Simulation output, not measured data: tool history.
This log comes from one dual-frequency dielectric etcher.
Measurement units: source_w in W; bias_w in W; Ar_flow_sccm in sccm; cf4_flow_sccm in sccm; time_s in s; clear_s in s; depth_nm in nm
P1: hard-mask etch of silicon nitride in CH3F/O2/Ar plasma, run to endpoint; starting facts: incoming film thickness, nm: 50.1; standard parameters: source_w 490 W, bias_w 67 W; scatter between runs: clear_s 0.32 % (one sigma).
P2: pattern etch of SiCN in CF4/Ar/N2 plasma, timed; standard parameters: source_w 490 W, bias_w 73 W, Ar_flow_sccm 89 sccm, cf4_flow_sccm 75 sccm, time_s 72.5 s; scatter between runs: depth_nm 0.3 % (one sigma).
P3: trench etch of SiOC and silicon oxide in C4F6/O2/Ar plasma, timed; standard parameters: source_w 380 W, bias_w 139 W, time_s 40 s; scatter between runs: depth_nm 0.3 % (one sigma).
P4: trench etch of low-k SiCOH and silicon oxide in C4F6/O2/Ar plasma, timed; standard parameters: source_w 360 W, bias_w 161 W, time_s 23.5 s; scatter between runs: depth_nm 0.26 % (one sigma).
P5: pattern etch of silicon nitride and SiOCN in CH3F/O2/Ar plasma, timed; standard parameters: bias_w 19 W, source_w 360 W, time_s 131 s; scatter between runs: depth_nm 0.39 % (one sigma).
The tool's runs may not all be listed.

run,hour,process,source_w,bias_w,Ar_flow_sccm,cf4_flow_sccm,time_s,hours since the last wet clean,hours since the last source power generator calibration,hours since the last bias power generator calibration,clear_s,depth_nm
1,14.8,P1,490,67,,,,454.4,417.6,371.3,68.79,
2,22.8,P2,660,73,89,75,72.5,462.4,425.6,379.3,,92.015
3,38.9,P5,460,19,,,131,478.5,441.7,395.4,,16.927
4,47.2,P5,360,19,,,131,486.8,450,403.7,,15.423
5,55.3,P5,360,19,,,131,494.9,458.1,411.8,,15.491
6,65.6,P3,380,187,,,40,505.2,468.4,422.1,,78.351
7,79.6,P1,590,67,,,,519.2,482.4,436.1,64.137,
8,90.5,P5,360,19,,,84.5,530.1,493.3,447,,9.9906
9,103.2,P1,490,48,,,,542.8,506,459.7,76.288,
# hour 114.3: source power generator calibrated
10,116.5,P4,360,223,,,23.5,556.1,2.2,473,,76.185
11,130.3,P4,360,161,,,23.5,569.9,16,486.8,,68.742
12,140.6,P2,490,73,89,75,72.5,580.2,26.3,497.1,,70.583
# hour 144.5: wet clean of the chamber
13,152.3,P4,220,161,,,23.5,7.9,38,508.8,,56.355
14,163.2,P1,640,54,,,,18.8,48.9,519.7,66.154,
15,177.4,P4,360,161,,,17,33,63.1,533.9,,49.519
16,184.7,P1,490,93,,,,40.3,70.4,541.2,61.475,
17,198.3,P1,340,55,,,,53.9,84,554.8,84.609,
18,207.8,P2,490,48,89,75,72.5,63.4,93.5,564.3,,61.839
19,214.8,P1,490,67,,,,70.4,100.5,571.3,68.289,
20,226.8,P4,360,161,,,23.5,82.4,112.5,583.3,,68.446
21,235.7,P2,490,73,72,75,72.5,91.3,121.4,592.2,,73.062
22,248.2,P3,260,139,,,40,103.8,133.9,604.7,,61.462
23,261.8,P5,360,23,,,131,117.4,147.5,618.3,,16.976
24,275.1,P3,380,139,,,59,130.7,160.8,631.6,,105.41
# hour 280.2: bias power generator calibrated
25,290.1,P2,490,73,89,55,72.5,145.7,175.8,9.9,,68.178
26,302.2,P1,490,67,,,,157.8,187.9,22,68.607,
27,312.4,P1,310,67,,,,168,198.1,32.2,81.779,
28,323.8,P1,490,67,,,,179.4,209.5,43.6,68.778,
29,336.4,P1,490,67,,,,192,222.1,56.2,68.328,
30,346.5,P3,380,139,,,40,202.1,232.2,66.3,,70.951
31,362.5,P2,490,73,89,75,72.5,218.1,248.2,82.3,,70.988
32,372.5,P1,490,67,,,,228.1,258.2,92.3,68.471,
33,384.7,P2,490,73,89,75,92.5,240.3,270.4,104.5,,90.591
34,400.2,P1,490,67,,,,255.8,285.9,120,68.63,
35,411,P1,490,67,,,,266.6,296.7,130.8,68.052,
36,423.1,P1,490,67,,,,278.7,308.8,142.9,68.15,
37,438.6,P1,490,67,,,,294.2,324.3,158.4,67.265,
# hour 444.2: wet clean of the chamber
38,452.6,P1,490,67,,,,8.5,338.3,172.4,67.724,
39,463.8,P1,490,67,,,,19.7,349.5,183.6,67.497,
40,479.1,P1,490,67,,,,35,364.8,198.9,67.31,
41,491.5,P1,490,67,,,,47.4,377.2,211.3,67.676,
42,505.2,P1,490,67,,,,61.1,390.9,225,67.733,

The log shows P1 creeping away from where it was. Any of the 2 causes listed here, at the size stated for it, fits the log just as well as the others:
A: source power that arrives over what is set, % = 4.28
B: bias power that arrives over what is set, % = 4.93
Creep in the process output first set in at about hour 400.2.
Every other cause this tool's parts could produce, and why it does not fit the log:
chamber walls in a state that raises the etch rate, %: serviced after onset, at hour 444.2, with no recovery of the prior output

Which of the 4 check runs listed below, each an average over 2 wafers with its results shown as question marks, gives clearly different results under the different listed causes?
check 1,518.9,P4,230,203,,,23.5,,,,,?
check 2,518.9,P2,490,73,89,63,72.5,,,,,?
check 3,518.9,P3,260,139,,,49,,,,,?
check 4,518.9,P5,450,19,,,88.5,,,,,?

How each check would come out, cause by cause:
check,result,if A,if B
check 1,depth_nm,63.01,63.025
check 2,depth_nm,71.666,70.236
check 3,depth_nm,76.449,76.337
check 4,depth_nm,11.5,11.567
Minimum pairwise separation of causes per check, each pair taken at its best-separating result: check 1 0.02 %; check 2 2.02 %; check 3 0.15 %; check 4 0.58 %
The causes can be told apart only by check 2. The other checks would give nearly the same results under each of them.

Check 2 has now been run. It gave: depth_nm 71.432 nm. Which of the candidate causes is it?

The correct cause is A, namely: source power that arrives over what is set, %.

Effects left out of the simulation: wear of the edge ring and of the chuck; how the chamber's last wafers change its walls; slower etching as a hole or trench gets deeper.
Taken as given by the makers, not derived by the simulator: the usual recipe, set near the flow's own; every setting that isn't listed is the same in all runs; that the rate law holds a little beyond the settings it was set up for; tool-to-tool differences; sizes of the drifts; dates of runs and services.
